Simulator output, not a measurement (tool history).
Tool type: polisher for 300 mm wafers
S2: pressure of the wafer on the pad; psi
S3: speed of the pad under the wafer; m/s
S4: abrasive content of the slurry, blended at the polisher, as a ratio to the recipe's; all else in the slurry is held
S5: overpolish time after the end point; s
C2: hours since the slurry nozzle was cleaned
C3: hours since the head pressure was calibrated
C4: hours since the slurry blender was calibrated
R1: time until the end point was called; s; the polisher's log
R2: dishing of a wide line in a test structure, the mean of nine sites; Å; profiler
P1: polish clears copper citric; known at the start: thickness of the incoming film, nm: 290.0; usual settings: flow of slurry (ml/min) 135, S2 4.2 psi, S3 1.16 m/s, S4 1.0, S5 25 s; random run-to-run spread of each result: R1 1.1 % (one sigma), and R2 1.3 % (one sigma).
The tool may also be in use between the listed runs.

Run 1, hour 3.2: flow of slurry (ml/min) 135, S2 4.2 psi, S3 1.16 m/s, S4 1.0, S5 25 s; wafers polished on this pad 467; C2 439.5; C3 373.2; C4 301.0. Result: R1 75.560 s, R2 540.08 Å.
Run 2, hour 9.4: flow of slurry (ml/min) 105, S2 5.7 psi, S3 1.16 m/s, S4 1.0, S5 25 s; wafers polished on this pad 534; C2 445.7; C3 379.4; C4 307.2. Result: R1 59.168 s, R2 645.07 Å.
Run 3, hour 14.5: flow of slurry (ml/min) 135, S2 4.2 psi, S3 1.16 m/s, S4 1.0, S5 25 s; wafers polished on this pad 589; C2 450.8; C3 384.5; C4 312.3. Result: R1 75.435 s, R2 537.33 Å.
Run 4, hour 20.8: flow of slurry (ml/min) 135, S2 6.7 psi, S3 1.16 m/s, S4 1.0, S5 25 s; wafers polished on this pad 657; C2 457.1; C3 390.8; C4 318.6. Result: R1 47.905 s, R2 745.44 Å.
Run 5, hour 24.2: flow of slurry (ml/min) 135, S2 4.2 psi, S3 1.16 m/s, S4 1.0, S5 25 s; wafers polished on this pad 694; C2 460.5; C3 394.2; C4 322.0. Result: R1 75.830 s, R2 548.91 Å.
Run 6, hour 27.7: flow of slurry (ml/min) 170, S2 4.2 psi, S3 1.16 m/s, S4 1.0, S5 25 s; wafers polished on this pad 732; C2 464.0; C3 397.7; C4 325.5. Result: R1 72.412 s, R2 568.17 Å.
Run 7, hour 30.8: flow of slurry (ml/min) 175, S2 4.2 psi, S3 1.76 m/s, S4 1.0, S5 25 s; wafers polished on this pad 765; C2 467.1; C3 400.8; C4 328.6. Result: R1 47.352 s, R2 702.03 Å.
Run 8, hour 33.6: flow of slurry (ml/min) 135, S2 4.2 psi, S3 1.16 m/s, S4 1.0, S5 25 s; wafers polished on this pad 795; C2 469.9; C3 403.6; C4 331.4. Result: R1 74.453 s, R2 535.12 Å.
Run 9, hour 37.1: flow of slurry (ml/min) 80, S2 4.2 psi, S3 1.16 m/s, S4 1.0, S5 25 s; wafers polished on this pad 833; C2 473.4; C3 407.1; C4 334.9. Result: R1 86.205 s, R2 502.68 Å.
Run 10, hour 43.3: flow of slurry (ml/min) 135, S2 4.2 psi, S3 1.16 m/s, S4 1.0, S5 25 s; wafers polished on this pad 900; C2 479.6; C3 413.3; C4 341.1. Result: R1 75.906 s, R2 544.29 Å.
Run 11, hour 46.2: flow of slurry (ml/min) 135, S2 4.2 psi, S3 0.62 m/s, S4 1.0, S5 25 s; wafers polished on this pad 931; C2 482.5; C3 416.2; C4 344.0. Result: R1 143.610 s, R2 353.18 Å.
Run 12, hour 49.5: flow of slurry (ml/min) 135, S2 4.2 psi, S3 1.16 m/s, S4 1.3, S5 25 s; wafers polished on this pad 967; C2 485.8; C3 419.5; C4 347.3. Result: R1 71.610 s, R2 560.47 Å.
Run 13, hour 54.9: flow of slurry (ml/min) 135, S2 2.3 psi, S3 1.16 m/s, S4 1.0, S5 25 s; wafers polished on this pad 1025; C2 491.2; C3 424.9; C4 352.7. Result: R1 135.250 s, R2 345.09 Å.
Run 14, hour 59.1: flow of slurry (ml/min) 80, S2 3.1 psi, S3 1.16 m/s, S4 1.0, S5 25 s; wafers polished on this pad 1071; C2 495.4; C3 429.1; C4 356.9. Result: R1 114.790 s, R2 399.10 Å.
Run 15, hour 63.0: flow of slurry (ml/min) 135, S2 4.2 psi, S3 1.16 m/s, S4 0.5, S5 25 s; wafers polished on this pad 1113; C2 499.3; C3 433.0; C4 360.8. Result: R1 86.804 s, R2 495.74 Å.

Forecast run 16:
Run 16, hour 65.9: flow of slurry (ml/min) 135, S2 4.2 psi, S3 1.16 m/s, S4 1.0, S5 39 s; wafers polished on this pad 1144; C2 502.2; C3 435.9; C4 363.7. Result: R1 ?, R2 ?.

Run 16 gave R1 76.702 s, R2 715.57 Å.
